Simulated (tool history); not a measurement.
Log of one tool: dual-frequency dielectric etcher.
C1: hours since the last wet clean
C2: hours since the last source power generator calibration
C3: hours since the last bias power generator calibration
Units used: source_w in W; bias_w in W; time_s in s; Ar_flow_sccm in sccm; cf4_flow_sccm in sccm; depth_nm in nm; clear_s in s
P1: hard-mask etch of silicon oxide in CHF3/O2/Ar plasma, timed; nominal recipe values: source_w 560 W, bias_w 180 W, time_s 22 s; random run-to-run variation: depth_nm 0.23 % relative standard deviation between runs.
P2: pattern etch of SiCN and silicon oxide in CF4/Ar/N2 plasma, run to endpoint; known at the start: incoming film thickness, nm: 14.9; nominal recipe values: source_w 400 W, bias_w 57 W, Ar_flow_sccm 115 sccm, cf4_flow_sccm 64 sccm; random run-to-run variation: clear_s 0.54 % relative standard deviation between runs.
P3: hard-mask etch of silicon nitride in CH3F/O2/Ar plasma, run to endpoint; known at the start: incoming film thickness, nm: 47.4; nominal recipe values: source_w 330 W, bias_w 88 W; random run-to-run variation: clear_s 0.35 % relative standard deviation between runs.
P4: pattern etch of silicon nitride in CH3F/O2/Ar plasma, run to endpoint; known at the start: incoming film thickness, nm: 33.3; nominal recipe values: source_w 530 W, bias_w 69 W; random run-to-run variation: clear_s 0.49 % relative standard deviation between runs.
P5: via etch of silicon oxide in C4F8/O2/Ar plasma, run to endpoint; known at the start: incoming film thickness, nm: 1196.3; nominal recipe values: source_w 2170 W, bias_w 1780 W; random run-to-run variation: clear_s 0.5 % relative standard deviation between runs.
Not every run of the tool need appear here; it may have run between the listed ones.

Run 1, hour 3.4: process P1, source_w 560 W, bias_w 180 W, time_s 22 s; C1 286.6; C2 615.3; C3 392.3. Result: depth_nm 42.97 nm.
Run 2, hour 8: process P5, source_w 2170 W, bias_w 2298 W; C1 291.2; C2 619.9; C3 396.9. Result: clear_s 223.88 s.
Run 3, hour 12.7: process P1, source_w 780 W, bias_w 180 W, time_s 22 s; C1 295.9; C2 624.6; C3 401.6. Result: depth_nm 48.999 nm.
Run 4, hour 16.5: process P3, source_w 430 W, bias_w 88 W; C1 299.7; C2 628.4; C3 405.4. Result: clear_s 65.007 s.
Run 5, hour 20.2: process P2, source_w 400 W, bias_w 57 W, Ar_flow_sccm 77 sccm, cf4_flow_sccm 64 sccm; C1 303.4; C2 632.1; C3 409.1. Result: clear_s 20.035 s.
Run 6, hour 25.9: process P4, source_w 530 W, bias_w 69 W; C1 309.1; C2 637.8; C3 414.8. Result: clear_s 44.614 s.
Run 7, hour 31.8: process P1, source_w 560 W, bias_w 180 W, time_s 22 s; C1 315; C2 643.7; C3 420.7. Result: depth_nm 42.822 nm.
Run 8, hour 35.3: process P2, source_w 400 W, bias_w 57 W, Ar_flow_sccm 115 sccm, cf4_flow_sccm 64 sccm; C1 318.5; C2 647.2; C3 424.2. Result: clear_s 21.467 s.
Run 9, hour 39.3: process P1, source_w 560 W, bias_w 180 W, time_s 15 s; C1 322.5; C2 651.2; C3 428.2. Result: depth_nm 29.255 nm.
Run 10, hour 42.3: process P1, source_w 560 W, bias_w 180 W, time_s 22 s; C1 325.5; C2 654.2; C3 431.2. Result: depth_nm 42.938 nm.
Run 11, hour 47.2: process P3, source_w 330 W, bias_w 88 W; C1 330.4; C2 659.1; C3 436.1. Result: clear_s 72.134 s.
Run 12, hour 53.1: process P4, source_w 340 W, bias_w 69 W; C1 336.3; C2 665; C3 442. Result: clear_s 52.745 s.
Run 13, hour 57.1: process P1, source_w 560 W, bias_w 218 W, time_s 14.5 s; C1 340.3; C2 669; C3 446. Result: depth_nm 30.139 nm.
Run 14, hour 61.7: process P5, source_w 2170 W, bias_w 1780 W; C1 344.9; C2 673.6; C3 450.6. Result: clear_s 242.1 s.
Run 15, hour 65.6: process P2, source_w 400 W, bias_w 57 W, Ar_flow_sccm 115 sccm, cf4_flow_sccm 64 sccm; C1 348.8; C2 677.5; C3 454.5. Result: clear_s 21.401 s.
Run 16, hour 69.7: process P2, source_w 400 W, bias_w 57 W, Ar_flow_sccm 115 sccm, cf4_flow_sccm 89 sccm; C1 352.9; C2 681.6; C3 458.6. Result: clear_s 20.328 s.
At hour 70.6: bias power generator calibrated.
Run 17, hour 74.8: process P4, source_w 530 W, bias_w 51 W; C1 358; C2 686.7; C3 4.2. Result: clear_s 48.994 s.
Run 18, hour 78.8: process P1, source_w 560 W, bias_w 180 W, time_s 22 s; C1 362; C2 690.7; C3 8.2. Result: depth_nm 42.809 nm.
Run 19, hour 83.6: process P2, source_w 230 W, bias_w 57 W, Ar_flow_sccm 115 sccm, cf4_flow_sccm 64 sccm; C1 366.8; C2 695.5; C3 13. Result: clear_s 35.031 s.
Run 20, hour 88.6: process P1, source_w 560 W, bias_w 180 W, time_s 22 s; C1 371.8; C2 700.5; C3 18. Result: depth_nm 42.85 nm.
Run 21, hour 91.8: process P1, source_w 560 W, bias_w 224 W, time_s 22 s; C1 375; C2 703.7; C3 21.2. Result: depth_nm 46.099 nm.
Run 22, hour 96.7: process P2, source_w 400 W, bias_w 77 W, Ar_flow_sccm 115 sccm, cf4_flow_sccm 64 sccm; C1 379.9; C2 708.6; C3 26.1. Result: clear_s 19.416 s.
Run 23, hour 102.4: process P1, source_w 560 W, bias_w 219 W, time_s 17.5 s; C1 385.6; C2 714.3; C3 31.8. Result: depth_nm 36.461 nm.

Run 24, settings as shown, results not yet in. Your forecast:
Run 24, hour 108.2: process P1, source_w 560 W, bias_w 180 W, time_s 32 s; C1 391.4; C2 720.1; C3 37.6. Result: depth_nm ?.

{"run 24": {"depth_nm": 62.314}}

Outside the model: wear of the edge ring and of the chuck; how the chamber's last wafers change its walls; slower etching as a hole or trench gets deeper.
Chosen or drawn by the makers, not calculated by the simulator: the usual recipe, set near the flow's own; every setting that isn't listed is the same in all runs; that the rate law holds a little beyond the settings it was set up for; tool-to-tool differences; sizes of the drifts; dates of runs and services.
